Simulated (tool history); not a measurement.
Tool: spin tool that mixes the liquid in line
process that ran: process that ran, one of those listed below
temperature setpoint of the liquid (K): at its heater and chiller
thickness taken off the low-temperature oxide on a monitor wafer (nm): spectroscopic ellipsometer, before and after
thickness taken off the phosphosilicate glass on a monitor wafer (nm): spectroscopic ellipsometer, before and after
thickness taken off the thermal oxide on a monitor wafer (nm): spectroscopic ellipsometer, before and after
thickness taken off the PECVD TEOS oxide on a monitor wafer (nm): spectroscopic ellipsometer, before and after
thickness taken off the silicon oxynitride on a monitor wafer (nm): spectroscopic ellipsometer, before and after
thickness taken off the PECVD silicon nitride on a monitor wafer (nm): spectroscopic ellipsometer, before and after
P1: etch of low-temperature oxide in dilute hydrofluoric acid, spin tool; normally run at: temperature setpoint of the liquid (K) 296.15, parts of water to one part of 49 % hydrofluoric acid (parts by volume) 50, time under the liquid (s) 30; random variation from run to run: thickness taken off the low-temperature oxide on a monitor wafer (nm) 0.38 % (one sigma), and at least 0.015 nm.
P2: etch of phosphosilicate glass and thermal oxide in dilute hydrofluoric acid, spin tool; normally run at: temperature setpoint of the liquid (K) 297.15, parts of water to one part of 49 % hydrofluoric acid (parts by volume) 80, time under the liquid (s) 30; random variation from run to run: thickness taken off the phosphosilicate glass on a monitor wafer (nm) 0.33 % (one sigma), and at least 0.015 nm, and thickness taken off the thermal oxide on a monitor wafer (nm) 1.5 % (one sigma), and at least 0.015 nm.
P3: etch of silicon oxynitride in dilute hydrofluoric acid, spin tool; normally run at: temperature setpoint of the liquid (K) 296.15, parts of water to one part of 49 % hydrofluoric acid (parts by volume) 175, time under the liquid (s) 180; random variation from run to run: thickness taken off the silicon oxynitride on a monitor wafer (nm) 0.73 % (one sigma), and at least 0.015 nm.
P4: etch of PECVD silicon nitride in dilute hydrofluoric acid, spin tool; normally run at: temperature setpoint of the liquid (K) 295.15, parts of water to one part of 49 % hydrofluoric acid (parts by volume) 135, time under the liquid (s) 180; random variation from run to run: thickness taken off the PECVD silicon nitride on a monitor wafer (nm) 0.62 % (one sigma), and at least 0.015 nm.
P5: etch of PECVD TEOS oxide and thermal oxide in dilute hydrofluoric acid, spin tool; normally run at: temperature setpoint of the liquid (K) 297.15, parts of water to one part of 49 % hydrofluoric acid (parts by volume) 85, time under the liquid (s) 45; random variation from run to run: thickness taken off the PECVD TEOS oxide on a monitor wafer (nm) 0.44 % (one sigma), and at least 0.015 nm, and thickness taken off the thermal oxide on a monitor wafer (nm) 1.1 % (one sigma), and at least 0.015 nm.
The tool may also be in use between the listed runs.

run   hour  process that ran  temperature setpoint of the liquid (K)  parts of water to one part of 49 % hydrofluoric acid (parts by volume)  time under the liquid (s)  hours since the thermometer was replaced  hours since the hydrofluoric acid flow meter was replaced  thickness taken off the low-temperature oxide on a monitor wafer (nm)  thickness taken off the phosphosilicate glass on a monitor wafer (nm)  thickness taken off the thermal oxide on a monitor wafer (nm)  thickness taken off the PECVD TEOS oxide on a monitor wafer (nm)  thickness taken off the silicon oxynitride on a monitor wafer (nm)  thickness taken off the PECVD silicon nitride on a monitor wafer (nm)
  1    8.1                P1                                  296.15                                                                      50                         30                                     744.0                                                      353.3                                                                10.0060
  2   17.9                P2                                  297.15                                                                      30                         30                                     753.8                                                      363.1                                                                                                                                       108.020                                                         5.0291
  3   23.9                P1                                  296.15                                                                      50                         30                                     759.8                                                      369.1                                                                 9.9932
  4   32.8                P1                                  296.15                                                                      85                         30                                     768.7                                                      378.0                                                                 5.5995
  5   40.7                P1                                  296.15                                                                      50                         60                                     776.6                                                      385.9                                                                20.0040
  6   47.6                P2                                  297.15                                                                      80                         30                                     783.5                                                      392.8                                                                                                                                        37.669                                                         1.7908
  7   55.9                P5                                  297.15                                                                      85                         70                                     791.8                                                      401.1                                                                                                                                                                                                       4.1247                                                           10.2610
  8   60.7                P3                                  296.15                                                                     175                        180                                     796.6                                                      405.9                                                                                                                                                                                                                                                                                                                                             3.8417
  9   69.4                P1                                  296.15                                                                      50                         30                                     805.3                                                      414.6                                                                 9.9703
 10   75.8                P3                                  291.65                                                                     175                        180                                     811.7                                                      421.0                                                                                                                                                                                                                                                                                                                                             3.1090
 11   85.6                P1                                  296.15                                                                      50                         30                                     821.5                                                      430.8                                                                 9.9757
 12   92.9                P4                                  295.15                                                                     135                        180                                     828.8                                                      438.1                                                                                                                                                                                                                                                                                                                                                                                                                    3.1565
 13  102.5                P3                                  296.15                                                                      85                        180                                     838.4                                                      447.7                                                                                                                                                                                                                                                                                                                                             8.5448
 14  108.5                P4                                  290.15                                                                     135                        180                                     844.4                                                      453.7                                                                                                                                                                                                                                                                                                                                                                                                                    2.2398
 15  116.1                P5                                  290.15                                                                      85                         45                                     852.0                                                      461.3                                                                                                                                                                                                       1.9603                                                            4.9040
 16  120.9                P1                                  296.15                                                                      25                         30                                     856.8                                                      466.1                                                                20.5370
 17  130.1                P3                                  296.15                                                                     175                         55                                     866.0                                                      475.3                                                                                                                                                                                                                                                                                                                                             1.1854
 18  137.5                P1                                  296.15                                                                      70                         50                                     873.4                                                      482.7                                                                11.6510
 19  144.6                P1                                  296.15                                                                      50                         30                                     880.5                                                      489.8                                                                10.0050
 20  153.3                P5                                  297.15                                                                      20                         45                                     889.2                                                      498.5                                                                                                                                                                                                      12.1030                                                           30.4020
 21  160.8                P1                                  300.65                                                                      20                         30                                     896.7                                                      506.0                                                                31.2920
 22  167.4                P1                                  296.15                                                                      50                         15                                     903.3                                                      512.6                                                                 5.0072
 23  172.6                P1                                  302.15                                                                      50                         30                                     908.5                                                      517.8                                                                12.7680
 24  179.8                P1                                  296.15                                                                      50                         30                                     915.7                                                      525.0                                                                 9.9436
 25  185.0                P2                                  297.15                                                                      80                         55                                     920.9                                                      530.2                                                                                                                                        69.039                                                         3.1844
 26  194.1                P5                                  297.15                                                                      85                         45                                     930.0                                                      539.3                                                                                                                                                                                                       2.6202                                                            6.6132
 27  201.8                P1                                  296.15                                                                      50                         30                                     937.7                                                      547.0                                                                10.0190
 28  210.7                P1                                  290.15                                                                      50                         30                                     946.6                                                      555.9                                                                 7.7556
 29  220.2                P4                                  295.15                                                                     135                        365                                     956.1                                                      565.4                                                                                                                                                                                                                                                                                                                                                                                                                    6.3611
 30  226.3                P4                                  295.15                                                                     135                        180                                     962.2                                                      571.5                                                                                                                                                                                                                                                                                                                                                                                                                    3.1200
 31  233.4                P2                                  297.15                                                                      80                         30                                     969.3                                                      578.6                                                                                                                                        37.532                                                         1.7683
 32  243.3                P2                                  290.65                                                                      80                         30                                     979.2                                                      588.5                                                                                                                                        28.936                                                         1.3336
 33  252.6                P1                                  303.65                                                                      25                         30                                     988.5                                                      597.8                                                                28.2850
 34  259.6                P4                                  295.15                                                                      35                        180                                     995.5                                                      604.8                                                                                                                                                                                                                                                                                                                                                                                                                   11.8890
 35  269.5                P1                                  296.15                                                                      50                         30                                    1005.4                                                      614.7                                                                 9.9335
 36  278.3                P1                                  296.15                                                                      50                         30                                    1014.2                                                      623.5                                                                 9.5291
 37  286.4                P1                                  296.15                                                                      50                         30                                    1022.3                                                      631.6                                                                 9.3664
 38  293.1                P1                                  296.15                                                                      50                         30                                    1029.0                                                      638.3                                                                 9.2656
 39  301.3                P1                                  296.15                                                                      50                         30                                    1037.2                                                      646.5                                                                 9.2393
 40  309.1                P1                                  296.15                                                                      50                         30                                    1045.0                                                      654.3                                                                 9.1519
 41  315.1                P1                                  296.15                                                                      50                         30                                    1051.0                                                      660.3                                                                 9.1890

What P1 gives has crept away from where it was. These 2 causes fit the log equally well, each at the size given:
A: liquid colder than its thermometer reads (K) = 2.01
B: hydrofluoric acid flow below the setpoint (%) = 7.54
The creep began at about hour 269.5.

4 check runs are offered, each on 2 wafers whose results are averaged, their results left as question marks. Which one tells the causes apart?
check 1  321.1                P3                                  296.15                                                                     175                        180                                                                                                                                                                                                                                                                                                                                                                                                                                                       ?
check 2  321.1                P2                                  297.15                                                                      80                         30                                                                                                                                                                                                                                                  ?                                                              ?
check 3  321.1                P5                                  297.15                                                                      85                         45                                                                                                                                                                                                                                                                                                                 ?                                                                 ?
check 4  321.1                P4                                  295.15                                                                     135                        180                                                                                                                                                                                                                                                                                                                                                                                                                                                                                                                              ?

What each check would give under each cause:
  check                                                                 result    if A    if B
check 1     thickness taken off the silicon oxynitride on a monitor wafer (nm)  3.5500  3.5635
check 2  thickness taken off the phosphosilicate glass on a monitor wafer (nm)  34.755  34.580
check 2          thickness taken off the thermal oxide on a monitor wafer (nm)  1.6149  1.6068
check 3          thickness taken off the thermal oxide on a monitor wafer (nm)  2.4227  2.4086
check 3       thickness taken off the PECVD TEOS oxide on a monitor wafer (nm)  6.0554  6.0203
check 4  thickness taken off the PECVD silicon nitride on a monitor wafer (nm)  2.7791  2.9418
How far apart the two closest causes lie, in the result that separates them most: check 1 0.38 %; check 2 0.5 %; check 3 0.58 %; check 4 5.69 %
Check 4 tells the causes apart: in the others they would give nearly the same result.

Check 4 was then run and gave: thickness taken off the PECVD silicon nitride on a monitor wafer (nm) 2.7691. Which cause is it?

It is A: liquid colder than its thermometer reads (K).
